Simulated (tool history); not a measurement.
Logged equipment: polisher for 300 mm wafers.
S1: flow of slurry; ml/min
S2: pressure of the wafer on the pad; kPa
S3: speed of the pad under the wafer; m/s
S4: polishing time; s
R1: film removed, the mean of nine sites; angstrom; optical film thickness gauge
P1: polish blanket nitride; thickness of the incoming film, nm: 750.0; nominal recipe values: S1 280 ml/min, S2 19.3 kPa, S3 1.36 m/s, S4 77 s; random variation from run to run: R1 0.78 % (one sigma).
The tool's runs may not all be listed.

run	hour	S1	S2	S3	S4	R1
1	14.9	280	19.3	1.36	77	1200.10
2	32.5	280	19.3	1.36	121	1836.80
3	42.0	170	19.3	1.36	113	1633.60
4	52.2	280	9.0	1.06	77	449.82
5	66.2	280	27.6	1.36	77	1699.60
6	77.9	280	19.3	2.08	77	1633.40
7	90.2	280	19.3	1.36	77	1197.00
8	101.1	280	9.0	1.36	77	553.75
9	118.0	280	19.3	1.36	77	1179.90
10	127.3	280	19.3	0.66	77	671.83
11	140.9	280	19.3	1.36	77	1189.40
12	156.6	355	19.3	1.36	77	1211.80
13	172.2	280	19.3	1.36	38	586.60
14	187.6	170	19.3	1.36	77	1104.80
15	196.8	280	19.3	1.36	77	1174.90
16	211.2	280	19.3	1.36	77	1191.00
17	229.4	280	19.3	1.36	77	1170.10
18	247.1	280	19.3	1.36	77	1170.20
19	265.8	280	19.3	1.36	77	1138.60
20	277.3	280	19.3	1.36	77	1135.10
# hour 290.5: worn pad replaced by a new one
21	290.9	280	19.3	1.36	77	1127.60
22	303.9	280	19.3	1.36	77	1133.90
23	322.1	280	19.3	1.36	77	1113.60
24	333.5	280	19.3	1.36	77	1125.20
25	343.6	280	19.3	1.36	77	1118.80
26	351.7	280	19.3	1.36	77	1123.10
27	363.8	280	19.3	1.36	77	1120.60
28	376.8	280	19.3	1.36	77	1115.20

The output of P1 has drifted from where it used to be. Each of the 2 causes below, taken at the size shown beside it, accounts for the log equally well:
A: head's pressure below its setpoint, % = 5.11
B: slurry flow missing at the pad, % = 35.5
At approximately hour 229.4, the process output began to creep.
Other possible causes, and why each is ruled out:
removal rate lost through wear of the pad, %: work on it at hour 290.5, done after the drift set in, did not restore what the process gave before

Which of the 4 check runs listed below, each an average over 5 wafers with its results shown as question marks, gives clearly different results under the different listed causes?
check 1	389.8	280	19.3	2.06	77	?
check 2	389.8	170	19.3	1.36	54	?
check 3	389.8	280	19.3	1.36	38	?
check 4	389.8	280	9.0	1.36	118	?

Predicted outcomes, by check and by cause:
check	result	if A	if B
check 1	R1	1561.70	1561.60
check 2	R1	738.69	716.02
check 3	R1	552.88	552.82
check 4	R1	797.10	797.02
How far apart the two closest causes lie, in the result that separates them most: check 1 0.01 %; check 2 3.12 %; check 3 0.01 %; check 4 0.01 %
Only check 2 tells the causes apart: in the others they would give nearly the same result.

Check 2 was then run and gave: R1 715.54 angstrom. Which cause is it?

The correct cause is B, namely: slurry flow missing at the pad, %.
